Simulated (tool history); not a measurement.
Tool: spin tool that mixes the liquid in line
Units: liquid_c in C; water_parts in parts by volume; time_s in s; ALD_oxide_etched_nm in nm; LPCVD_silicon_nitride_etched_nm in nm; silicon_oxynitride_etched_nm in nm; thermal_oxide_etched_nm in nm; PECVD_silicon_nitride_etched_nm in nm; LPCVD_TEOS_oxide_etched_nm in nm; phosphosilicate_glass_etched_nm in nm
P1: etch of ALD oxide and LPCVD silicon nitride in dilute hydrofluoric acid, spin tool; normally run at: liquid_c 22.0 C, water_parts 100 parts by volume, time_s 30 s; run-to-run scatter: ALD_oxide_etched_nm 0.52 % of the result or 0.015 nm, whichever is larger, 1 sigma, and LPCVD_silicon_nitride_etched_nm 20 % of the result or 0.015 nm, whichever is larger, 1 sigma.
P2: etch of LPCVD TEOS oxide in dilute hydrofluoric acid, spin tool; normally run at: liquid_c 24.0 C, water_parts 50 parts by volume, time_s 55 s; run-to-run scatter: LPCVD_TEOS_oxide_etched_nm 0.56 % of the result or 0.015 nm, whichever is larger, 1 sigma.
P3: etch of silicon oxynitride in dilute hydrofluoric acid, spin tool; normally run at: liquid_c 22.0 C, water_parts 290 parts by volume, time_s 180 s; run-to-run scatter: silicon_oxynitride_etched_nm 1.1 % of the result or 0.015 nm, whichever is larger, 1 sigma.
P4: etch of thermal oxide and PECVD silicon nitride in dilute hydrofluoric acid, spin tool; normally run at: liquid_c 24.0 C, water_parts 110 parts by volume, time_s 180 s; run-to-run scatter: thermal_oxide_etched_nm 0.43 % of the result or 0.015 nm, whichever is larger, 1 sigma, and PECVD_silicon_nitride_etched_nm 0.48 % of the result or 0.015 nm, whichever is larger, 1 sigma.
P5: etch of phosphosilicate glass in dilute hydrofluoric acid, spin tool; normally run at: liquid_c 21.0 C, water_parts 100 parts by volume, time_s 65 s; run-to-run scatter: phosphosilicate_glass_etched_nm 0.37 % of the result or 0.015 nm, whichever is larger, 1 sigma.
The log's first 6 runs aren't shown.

run	hour	process	liquid_c	water_parts	time_s	ALD_oxide_etched_nm	LPCVD_silicon_nitride_etched_nm	silicon_oxynitride_etched_nm	thermal_oxide_etched_nm	PECVD_silicon_nitride_etched_nm	LPCVD_TEOS_oxide_etched_nm	phosphosilicate_glass_etched_nm
7	62.1	P1	22.0	100	55	13.3450	0.209580					
8	68.6	P1	22.0	60	30	12.8180	0.231140					
9	73.9	P2	24.0	50	15						7.9275	
10	82.5	P3	25.5	290	180			2.59580				
11	92.2	P1	26.5	100	15	4.3891	0.081444					
12	98.9	P2	24.0	50	55						29.3280	
13	107.0	P1	25.5	100	30	8.4062	0.188370					
14	118.6	P5	21.0	100	110							104.350
15	126.5	P1	22.0	100	30	7.3232	0.145010					
16	137.3	P3	22.0	290	25			0.33782				
17	148.5	P2	24.0	50	55						29.3690	
18	159.2	P4	24.0	110	15				0.6540	0.79412		
19	165.8	P1	22.0	100	30	7.2395	0.104430					
20	171.5	P5	21.0	150	65							38.871
21	181.5	P5	21.0	100	65							61.254
22	191.8	P5	27.5	100	65							79.811
23	203.8	P4	24.0	190	180				3.9431	5.58310		
24	212.2	P1	22.0	100	30	7.3146	0.161880					

The next listed run, before its measurement:
25	221.7	P2	32.0	50	55						?	

LPCVD_TEOS_oxide_etched_nm: 40.1210 nm
